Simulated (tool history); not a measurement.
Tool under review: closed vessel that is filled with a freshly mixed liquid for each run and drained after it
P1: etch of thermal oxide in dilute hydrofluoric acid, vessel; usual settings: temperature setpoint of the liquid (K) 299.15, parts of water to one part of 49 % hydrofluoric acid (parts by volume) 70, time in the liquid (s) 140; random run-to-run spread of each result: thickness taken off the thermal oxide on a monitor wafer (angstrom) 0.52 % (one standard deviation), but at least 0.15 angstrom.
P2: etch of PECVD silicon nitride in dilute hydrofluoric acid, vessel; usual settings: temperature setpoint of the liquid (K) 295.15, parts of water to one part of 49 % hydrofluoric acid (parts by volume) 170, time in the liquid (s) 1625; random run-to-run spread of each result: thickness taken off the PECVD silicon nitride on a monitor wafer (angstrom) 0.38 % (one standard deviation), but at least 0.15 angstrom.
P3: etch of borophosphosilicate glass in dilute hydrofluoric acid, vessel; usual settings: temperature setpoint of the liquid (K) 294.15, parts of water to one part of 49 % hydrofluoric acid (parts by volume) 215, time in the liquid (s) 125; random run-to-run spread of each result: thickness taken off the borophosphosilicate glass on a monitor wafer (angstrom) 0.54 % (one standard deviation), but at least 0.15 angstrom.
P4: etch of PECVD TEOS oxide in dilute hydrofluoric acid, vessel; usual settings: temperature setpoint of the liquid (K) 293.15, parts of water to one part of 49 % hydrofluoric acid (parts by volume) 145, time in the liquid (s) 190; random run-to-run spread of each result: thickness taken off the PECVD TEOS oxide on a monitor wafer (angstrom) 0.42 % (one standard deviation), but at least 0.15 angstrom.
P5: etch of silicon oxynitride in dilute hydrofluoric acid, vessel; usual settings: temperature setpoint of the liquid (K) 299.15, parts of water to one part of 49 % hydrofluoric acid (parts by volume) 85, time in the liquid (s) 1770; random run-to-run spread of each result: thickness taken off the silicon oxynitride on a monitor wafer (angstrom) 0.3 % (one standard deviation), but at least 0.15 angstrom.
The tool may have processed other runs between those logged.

run,hour,process that ran,temperature setpoint of the liquid (K),parts of water to one part of 49 % hydrofluoric acid (parts by volume),time in the liquid (s),hours since the thermometer was replaced,hours since the hydrofluoric acid flow meter was replaced,thickness taken off the thermal oxide on a monitor wafer (angstrom),thickness taken off the borophosphosilicate glass on a monitor wafer (angstrom),thickness taken off the silicon oxynitride on a monitor wafer (angstrom),thickness taken off the PECVD silicon nitride on a monitor wafer (angstrom),thickness taken off the PECVD TEOS oxide on a monitor wafer (angstrom)
1,7.8,P1,299.15,70,140,68.7,424.8,101.370,,,,
2,16.5,P3,300.15,215,125,77.4,433.5,,410.49,,,
3,28.9,P1,303.65,70,210,89.8,445.9,181.680,,,,
4,44.6,P5,299.15,85,1770,105.5,461.6,,,367.65,,
5,53.2,P1,299.15,70,75,114.1,470.2,54.062,,,,
6,64.8,P2,295.15,170,1625,125.7,481.8,,,,160.610,
7,75.0,P5,299.15,85,1770,135.9,492.0,,,365.64,,
8,88.7,P4,293.15,145,190,149.6,505.7,,,,,92.243
9,102.6,P1,299.15,70,220,163.5,519.6,160.330,,,,
10,110.9,P4,290.15,145,190,171.8,527.9,,,,,82.011
11,127.8,P2,295.15,170,445,188.7,544.8,,,,44.167,
12,138.3,P1,293.15,105,140,199.2,555.3,50.514,,,,
13,151.0,P3,294.15,85,125,211.9,568.0,,956.27,,,
14,159.3,P5,299.15,85,2670,220.2,576.3,,,554.85,,
15,175.6,P2,295.15,170,1625,236.5,592.6,,,,160.470,
16,192.8,P1,299.15,70,140,253.7,609.8,101.150,,,,
17,205.4,P3,294.15,215,125,266.3,622.4,,328.01,,,
18,222.6,P5,307.15,85,1770,283.5,639.6,,,527.05,,
19,235.4,P2,290.15,170,1625,296.3,652.4,,,,115.630,
20,244.4,P1,299.15,70,140,305.3,661.4,101.510,,,,
21,259.6,P1,303.65,35,140,320.5,676.6,256.130,,,,
# hour 266.6: hydrofluoric acid flow meter replaced
22,274.9,P4,293.15,145,380,335.8,8.4,,,,,185.650
23,291.8,P1,299.15,130,140,352.7,25.3,50.647,,,,
24,308.6,P1,299.15,70,140,369.5,42.1,102.390,,,,
25,326.3,P1,299.15,30,140,387.2,59.8,251.650,,,,
26,336.0,P1,305.65,70,140,396.9,69.5,131.630,,,,
27,346.4,P5,299.15,145,1770,407.3,79.9,,,202.88,,
28,359.1,P2,295.15,265,1625,420.0,92.6,,,,103.750,
29,370.1,P1,294.15,70,140,431.0,103.6,83.466,,,,
30,382.9,P4,293.15,250,190,443.8,116.4,,,,,47.994

What does the tool deliver on the next run?
31,398.6,P3,294.15,215,30,459.5,132.1,,?,,,

thickness taken off the borophosphosilicate glass on a monitor wafer (angstrom): 79.22
